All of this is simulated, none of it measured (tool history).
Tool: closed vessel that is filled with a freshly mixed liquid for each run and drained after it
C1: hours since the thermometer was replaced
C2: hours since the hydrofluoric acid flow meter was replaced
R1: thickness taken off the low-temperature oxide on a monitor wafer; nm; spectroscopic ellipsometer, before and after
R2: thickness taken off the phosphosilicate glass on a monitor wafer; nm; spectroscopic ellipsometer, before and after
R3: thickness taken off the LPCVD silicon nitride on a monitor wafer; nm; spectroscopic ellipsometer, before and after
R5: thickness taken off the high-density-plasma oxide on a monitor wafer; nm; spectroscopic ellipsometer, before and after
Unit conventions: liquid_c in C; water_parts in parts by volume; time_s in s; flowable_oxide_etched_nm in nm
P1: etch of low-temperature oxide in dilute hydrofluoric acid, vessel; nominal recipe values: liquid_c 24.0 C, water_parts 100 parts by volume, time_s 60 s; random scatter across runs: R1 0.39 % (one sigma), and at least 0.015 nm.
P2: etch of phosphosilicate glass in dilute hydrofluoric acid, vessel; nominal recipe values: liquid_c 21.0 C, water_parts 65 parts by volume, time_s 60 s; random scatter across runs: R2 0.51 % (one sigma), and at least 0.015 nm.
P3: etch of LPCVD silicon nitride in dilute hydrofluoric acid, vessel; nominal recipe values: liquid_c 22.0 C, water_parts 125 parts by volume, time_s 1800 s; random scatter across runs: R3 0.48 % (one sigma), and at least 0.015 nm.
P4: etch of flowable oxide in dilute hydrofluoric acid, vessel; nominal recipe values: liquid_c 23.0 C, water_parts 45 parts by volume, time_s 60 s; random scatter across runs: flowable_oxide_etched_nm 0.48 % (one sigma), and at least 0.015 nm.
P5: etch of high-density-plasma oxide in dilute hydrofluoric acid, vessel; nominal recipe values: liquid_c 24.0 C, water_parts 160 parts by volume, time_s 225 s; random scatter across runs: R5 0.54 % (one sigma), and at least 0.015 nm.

{"run": 1, "day": 0.458, "process": "P1", "liquid_c": 24.0, "water_parts": 100, "time_s": 60, "C1": 291.0, "C2": 1044.8, "R1": 19.802}
{"run": 2, "day": 1.021, "process": "P1", "liquid_c": 24.0, "water_parts": 100, "time_s": 60, "C1": 304.5, "C2": 1058.3, "R1": 19.766}
{"run": 3, "day": 1.617, "process": "P2", "liquid_c": 21.0, "water_parts": 100, "time_s": 60, "C1": 318.8, "C2": 1072.6, "R2": 34.176}
{"run": 4, "day": 1.904, "process": "P3", "liquid_c": 22.0, "water_parts": 125, "time_s": 1800, "C1": 325.7, "C2": 1079.5, "R3": 5.9597}
{"run": 5, "day": 2.212, "process": "P4", "liquid_c": 23.0, "water_parts": 45, "time_s": 60, "C1": 333.1, "C2": 1086.9, "flowable_oxide_etched_nm": 49.663}
{"run": 6, "day": 2.746, "process": "P1", "liquid_c": 24.0, "water_parts": 100, "time_s": 60, "C1": 345.9, "C2": 1099.7, "R1": 19.696}
{"run": 7, "day": 3.275, "process": "P5", "liquid_c": 24.0, "water_parts": 160, "time_s": 445, "C1": 358.6, "C2": 1112.4, "R5": 13.225}
{"run": 8, "day": 3.804, "process": "P3", "liquid_c": 22.0, "water_parts": 125, "time_s": 1800, "C1": 371.3, "C2": 1125.1, "R3": 5.9529}
{"run": 9, "day": 4.075, "process": "P3", "liquid_c": 22.0, "water_parts": 125, "time_s": 980, "C1": 377.8, "C2": 1131.6, "R3": 3.2134}
{"run": 10, "day": 4.404, "process": "P1", "liquid_c": 24.0, "water_parts": 185, "time_s": 60, "C1": 385.7, "C2": 1139.5, "R1": 9.5619}
{"run": 11, "day": 4.912, "process": "P1", "liquid_c": 24.0, "water_parts": 35, "time_s": 60, "C1": 397.9, "C2": 1151.7, "R1": 61.683}
{"run": 12, "day": 5.354, "process": "P4", "liquid_c": 23.0, "water_parts": 45, "time_s": 110, "C1": 408.5, "C2": 1162.3, "flowable_oxide_etched_nm": 91.606}
{"run": 13, "day": 5.8, "process": "P2", "liquid_c": 21.0, "water_parts": 65, "time_s": 85, "C1": 419.2, "C2": 1173.0, "R2": 77.795}
{"run": 14, "day": 6.121, "process": "P3", "liquid_c": 22.0, "water_parts": 65, "time_s": 1800, "C1": 426.9, "C2": 1180.7, "R3": 11.254}
{"run": 15, "day": 6.433, "process": "P5", "liquid_c": 24.0, "water_parts": 65, "time_s": 225, "C1": 434.4, "C2": 1188.2, "R5": 18.431}
{"run": 16, "day": 6.929, "process": "P2", "liquid_c": 21.0, "water_parts": 65, "time_s": 60, "C1": 446.3, "C2": 1200.1, "R2": 54.975}
{"run": 17, "day": 7.529, "process": "P1", "liquid_c": 24.0, "water_parts": 100, "time_s": 60, "C1": 460.7, "C2": 1214.5, "R1": 19.742}
{"run": 18, "day": 7.962, "process": "P1", "liquid_c": 24.0, "water_parts": 100, "time_s": 60, "C1": 471.1, "C2": 1224.9, "R1": 19.773}
{"run": 19, "day": 8.346, "process": "P5", "liquid_c": 24.0, "water_parts": 160, "time_s": 225, "C1": 480.3, "C2": 1234.1, "R5": 6.7323}
{"run": 20, "day": 8.788, "process": "P1", "liquid_c": 24.0, "water_parts": 100, "time_s": 60, "C1": 490.9, "C2": 1244.7, "R1": 19.633}
{"run": 21, "day": 9.125, "process": "P4", "liquid_c": 17.0, "water_parts": 45, "time_s": 60, "C1": 499.0, "C2": 1252.8, "flowable_oxide_etched_nm": 38.533}
{"run": 22, "day": 9.517, "process": "P1", "liquid_c": 20.0, "water_parts": 45, "time_s": 60, "C1": 508.4, "C2": 1262.2, "R1": 39.696}
{"run": 23, "day": 9.788, "process": "P1", "liquid_c": 32.0, "water_parts": 100, "time_s": 60, "C1": 514.9, "C2": 1268.7, "R1": 26.673}
{"day": 10.104, "done": "hydrofluoric acid flow meter replaced"}
{"run": 24, "day": 10.296, "process": "P1", "liquid_c": 24.0, "water_parts": 100, "time_s": 85, "C1": 527.1, "C2": 4.6, "R1": 27.927}
{"run": 25, "day": 10.683, "process": "P1", "liquid_c": 24.0, "water_parts": 100, "time_s": 60, "C1": 536.4, "C2": 13.9, "R1": 19.767}
{"run": 26, "day": 11.042, "process": "P5", "liquid_c": 24.0, "water_parts": 160, "time_s": 225, "C1": 545.0, "C2": 22.5, "R5": 6.6956}
{"day": 11.158, "done": "thermometer replaced"}
{"run": 27, "day": 11.579, "process": "P2", "liquid_c": 27.0, "water_parts": 65, "time_s": 60, "C1": 10.1, "C2": 35.4, "R2": 69.769}
{"run": 28, "day": 11.858, "process": "P1", "liquid_c": 19.0, "water_parts": 100, "time_s": 60, "C1": 16.8, "C2": 42.1, "R1": 16.054}
{"run": 29, "day": 12.225, "process": "P4", "liquid_c": 23.0, "water_parts": 45, "time_s": 60, "C1": 25.6, "C2": 50.9, "flowable_oxide_etched_nm": 50.095}
{"run": 30, "day": 12.679, "process": "P1", "liquid_c": 24.0, "water_parts": 100, "time_s": 30, "C1": 36.5, "C2": 61.8, "R1": 9.7472}
{"run": 31, "day": 13.1, "process": "P3", "liquid_c": 17.5, "water_parts": 125, "time_s": 1800, "C1": 46.6, "C2": 71.9, "R3": 4.4237}
{"run": 32, "day": 13.696, "process": "P4", "liquid_c": 23.0, "water_parts": 65, "time_s": 60, "C1": 60.9, "C2": 86.2, "flowable_oxide_etched_nm": 33.726}
{"run": 33, "day": 14.117, "process": "P5", "liquid_c": 18.5, "water_parts": 160, "time_s": 225, "C1": 71.0, "C2": 96.3, "R5": 5.3749}
{"run": 34, "day": 14.592, "process": "P1", "liquid_c": 24.0, "water_parts": 100, "time_s": 60, "C1": 82.4, "C2": 107.7, "R1": 19.829}
{"run": 35, "day": 14.858, "process": "P1", "liquid_c": 24.0, "water_parts": 100, "time_s": 60, "C1": 88.8, "C2": 114.1, "R1": 20.405}
{"run": 36, "day": 15.408, "process": "P1", "liquid_c": 24.0, "water_parts": 100, "time_s": 60, "C1": 102.0, "C2": 127.3, "R1": 20.988}
{"run": 37, "day": 15.988, "process": "P1", "liquid_c": 24.0, "water_parts": 100, "time_s": 60, "C1": 115.9, "C2": 141.2, "R1": 21.111}
{"run": 38, "day": 16.458, "process": "P1", "liquid_c": 24.0, "water_parts": 100, "time_s": 60, "C1": 127.2, "C2": 152.5, "R1": 21.346}
{"run": 39, "day": 17.004, "process": "P1", "liquid_c": 24.0, "water_parts": 100, "time_s": 60, "C1": 140.3, "C2": 165.6, "R1": 21.312}
{"run": 40, "day": 17.492, "process": "P1", "liquid_c": 24.0, "water_parts": 100, "time_s": 60, "C1": 152.0, "C2": 177.3, "R1": 21.268}
{"run": 41, "day": 17.933, "process": "P1", "liquid_c": 24.0, "water_parts": 100, "time_s": 60, "C1": 162.6, "C2": 187.9, "R1": 21.433}

Compared with where it was, what P1 gives has crept away. Each cause listed below fits the log as well as the rest, at the size given for it:
A: hydrofluoric acid flow above the setpoint (%) = 7.53
B: liquid hotter than its thermometer reads (K) = 2.07
The creep began at about day 14.592.

The check runs listed below each take one wafer, and their results are still question marks. Under which run would the listed causes lead to clearly different results?
{"run": "check 1", "day": 18.375, "process": "P3", "liquid_c": 22.0, "water_parts": 125, "time_s": 1800, "R3": "?"}
{"run": "check 2", "day": 18.375, "process": "P5", "liquid_c": 24.0, "water_parts": 160, "time_s": 225, "R5": "?"}
{"run": "check 3", "day": 18.375, "process": "P2", "liquid_c": 21.0, "water_parts": 65, "time_s": 60, "R2": "?"}
{"run": "check 4", "day": 18.375, "process": "P4", "liquid_c": 23.0, "water_parts": 45, "time_s": 60, "flowable_oxide_etched_nm": "?"}

Check results expected under each cause:
check=check_1 result=R3 if_A=6.3834 if_B=6.8108
check=check_2 result=R5 if_A=7.2542 if_B=7.1997
check=check_3 result=R2 if_A=59.313 if_B=59.758
check=check_4 result=flowable_oxide_etched_nm if_A=53.612 if_B=54.088
How far apart the two closest causes lie, in the result that separates them most: check 1 6.48 %; check 2 0.75 %; check 3 0.75 %; check 4 0.88 %
Only in check 1 would the causes give clearly different results; in the remaining checks their results would be nearly the same.

Running check 1 produced the following: R3 6.4305 nm. Which one of the listed causes fits?

It is A: hydrofluoric acid flow above the setpoint (%).

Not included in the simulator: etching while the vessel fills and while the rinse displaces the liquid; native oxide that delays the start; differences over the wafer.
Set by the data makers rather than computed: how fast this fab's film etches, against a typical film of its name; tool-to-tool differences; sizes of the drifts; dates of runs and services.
